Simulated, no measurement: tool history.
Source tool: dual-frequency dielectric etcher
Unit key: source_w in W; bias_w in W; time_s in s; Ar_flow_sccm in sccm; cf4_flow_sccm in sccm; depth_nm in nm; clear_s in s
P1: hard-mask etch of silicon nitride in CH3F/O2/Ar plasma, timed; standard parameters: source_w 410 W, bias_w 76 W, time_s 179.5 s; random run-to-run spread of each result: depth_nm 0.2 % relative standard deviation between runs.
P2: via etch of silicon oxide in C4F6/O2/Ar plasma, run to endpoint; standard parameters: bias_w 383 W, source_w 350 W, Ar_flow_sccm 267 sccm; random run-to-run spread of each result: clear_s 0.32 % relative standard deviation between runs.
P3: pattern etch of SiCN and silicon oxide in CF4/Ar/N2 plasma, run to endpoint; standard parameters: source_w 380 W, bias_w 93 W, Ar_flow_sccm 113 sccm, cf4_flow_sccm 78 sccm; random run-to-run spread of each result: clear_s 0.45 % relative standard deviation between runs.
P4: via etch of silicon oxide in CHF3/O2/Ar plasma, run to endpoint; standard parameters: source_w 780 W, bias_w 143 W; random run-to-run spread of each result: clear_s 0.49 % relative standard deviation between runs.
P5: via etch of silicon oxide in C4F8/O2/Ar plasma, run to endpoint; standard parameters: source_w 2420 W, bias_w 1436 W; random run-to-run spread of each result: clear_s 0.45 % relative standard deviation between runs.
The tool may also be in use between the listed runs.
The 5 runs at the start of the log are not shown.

| run | hour | process | source_w | bias_w | time_s | Ar_flow_sccm | cf4_flow_sccm | depth_nm | clear_s |
|---|---|---|---|---|---|---|---|---|---|
| 6 | 28.3 | P4 | 780 | 109 |  |  |  |  | 397.110 |
| 7 | 32.9 | P3 | 380 | 93 |  | 144 | 78 |  | 18.466 |
| 8 | 36.4 | P2 | 350 | 383 |  | 267 |  |  | 26.447 |
| 9 | 40.0 | P1 | 530 | 76 | 179.5 |  |  | 136.41 |  |
| 10 | 44.4 | P2 | 470 | 383 |  | 267 |  |  | 23.551 |
| 11 | 48.2 | P5 | 2420 | 1436 |  |  |  |  | 171.780 |
| 12 | 51.3 | P1 | 410 | 76 | 179.5 |  |  | 123.96 |  |
| 13 | 53.9 | P5 | 3310 | 1436 |  |  |  |  | 150.150 |
| 14 | 58.9 | P2 | 350 | 248 |  | 267 |  |  | 30.610 |
| 15 | 64.2 | P1 | 410 | 76 | 179.5 |  |  | 124.33 |  |
| 16 | 68.4 | P5 | 2420 | 1907 |  |  |  |  | 158.580 |
| 17 | 72.3 | P4 | 530 | 143 |  |  |  |  | 424.980 |
| 18 | 76.1 | P1 | 410 | 76 | 179.5 |  |  | 124.05 |  |
| 19 | 81.4 | P4 | 780 | 143 |  |  |  |  | 368.090 |
| 20 | 86.2 | P1 | 410 | 76 | 223.5 |  |  | 154.30 |  |

Predict the results of run 21:
| 21 | 89.3 | P4 | 780 | 143 |  |  |  |  | ? |

clear_s: 368.000 s
